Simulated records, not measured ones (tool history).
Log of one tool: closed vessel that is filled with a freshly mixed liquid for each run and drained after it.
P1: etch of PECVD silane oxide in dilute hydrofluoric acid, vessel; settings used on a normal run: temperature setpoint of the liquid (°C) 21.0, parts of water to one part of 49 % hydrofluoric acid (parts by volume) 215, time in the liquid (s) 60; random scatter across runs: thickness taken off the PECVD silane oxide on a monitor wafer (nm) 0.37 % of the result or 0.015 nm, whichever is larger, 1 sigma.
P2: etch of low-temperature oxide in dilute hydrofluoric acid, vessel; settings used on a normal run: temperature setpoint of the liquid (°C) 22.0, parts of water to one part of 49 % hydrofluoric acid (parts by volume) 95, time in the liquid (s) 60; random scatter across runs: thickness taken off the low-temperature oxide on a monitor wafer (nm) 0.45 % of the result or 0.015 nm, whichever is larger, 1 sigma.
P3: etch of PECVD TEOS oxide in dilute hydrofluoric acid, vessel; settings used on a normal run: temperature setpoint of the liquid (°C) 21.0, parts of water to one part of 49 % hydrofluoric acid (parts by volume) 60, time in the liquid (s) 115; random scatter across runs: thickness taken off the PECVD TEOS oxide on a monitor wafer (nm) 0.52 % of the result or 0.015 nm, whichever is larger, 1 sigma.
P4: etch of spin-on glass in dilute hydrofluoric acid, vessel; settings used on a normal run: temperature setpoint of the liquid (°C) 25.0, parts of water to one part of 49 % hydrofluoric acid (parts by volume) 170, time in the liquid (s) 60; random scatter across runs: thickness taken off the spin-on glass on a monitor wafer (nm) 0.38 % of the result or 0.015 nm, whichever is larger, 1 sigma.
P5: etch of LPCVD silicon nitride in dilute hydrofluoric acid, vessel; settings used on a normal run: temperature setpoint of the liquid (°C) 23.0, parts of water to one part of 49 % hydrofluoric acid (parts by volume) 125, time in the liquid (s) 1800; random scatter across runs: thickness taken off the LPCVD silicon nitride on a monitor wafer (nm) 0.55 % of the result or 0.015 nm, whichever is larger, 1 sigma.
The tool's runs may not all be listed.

run,hour,process that ran,temperature setpoint of the liquid (°C),parts of water to one part of 49 % hydrofluoric acid (parts by volume),time in the liquid (s),hours since the thermometer was replaced,hours since the hydrofluoric acid flow meter was replaced,thickness taken off the PECVD silane oxide on a monitor wafer (nm),thickness taken off the spin-on glass on a monitor wafer (nm),thickness taken off the low-temperature oxide on a monitor wafer (nm),thickness taken off the PECVD TEOS oxide on a monitor wafer (nm),thickness taken off the LPCVD silicon nitride on a monitor wafer (nm)
1,12.4,P1,21.0,215,60,489.4,153.9,7.5415,,,,
2,19.3,P1,21.0,215,60,496.3,160.8,7.5406,,,,
3,32.5,P1,21.0,50,60,509.5,174.0,38.7300,,,,
4,40.9,P4,25.0,170,60,517.9,182.4,,17.381,,,
5,51.4,P4,25.0,170,60,528.4,192.9,,17.307,,,
6,63.6,P2,28.5,95,60,540.6,205.1,,,23.9460,,
7,74.2,P3,28.5,60,115,551.2,215.7,,,,70.123,
8,82.6,P5,17.0,125,1800,559.6,224.1,,,,,5.2618
9,91.6,P1,21.0,105,95,568.6,233.1,27.4430,,,,
10,103.3,P1,21.0,215,60,580.3,244.8,7.5244,,,,
# hour 112.0: hydrofluoric acid flow meter replaced
11,116.2,P2,22.0,150,60,593.2,4.2,,,10.9370,,
12,127.1,P5,23.0,125,540,604.1,15.1,,,,,2.3621
13,139.3,P2,22.0,95,30,616.3,27.3,,,9.1908,,
14,149.6,P3,21.0,60,175,626.6,37.6,,,,78.264,
15,158.9,P1,21.0,215,30,635.9,46.9,3.8086,,,,
16,167.7,P4,18.0,170,60,644.7,55.7,,13.099,,,
17,178.1,P1,21.0,395,60,655.1,66.1,3.4909,,,,
18,185.4,P2,22.0,95,60,662.4,73.4,,,18.3590,,
19,193.5,P1,25.0,215,60,670.5,81.5,8.7239,,,,
20,205.4,P3,21.0,60,115,682.4,93.4,,,,51.788,
21,218.0,P5,23.0,125,1800,695.0,106.0,,,,,7.8436
22,230.7,P3,21.0,110,115,707.7,118.7,,,,26.629,
23,243.9,P5,23.0,45,1800,720.9,131.9,,,,,21.4730
24,257.1,P1,21.0,215,105,734.1,145.1,13.2710,,,,
25,270.1,P4,25.0,65,60,747.1,158.1,,51.287,,,
26,279.3,P1,21.0,215,60,756.3,167.3,7.5554,,,,
27,286.9,P4,25.0,170,115,763.9,174.9,,33.201,,,
28,293.0,P1,17.0,215,60,770.0,181.0,6.5075,,,,
29,306.3,P1,21.0,215,60,783.3,194.3,7.5730,,,,

Run 30, settings as shown, results not yet in. Your forecast:
30,314.6,P1,21.0,215,60,791.6,202.6,?,,,,

Run 30 yielded thickness taken off the PECVD silane oxide on a monitor wafer (nm) 7.3889.

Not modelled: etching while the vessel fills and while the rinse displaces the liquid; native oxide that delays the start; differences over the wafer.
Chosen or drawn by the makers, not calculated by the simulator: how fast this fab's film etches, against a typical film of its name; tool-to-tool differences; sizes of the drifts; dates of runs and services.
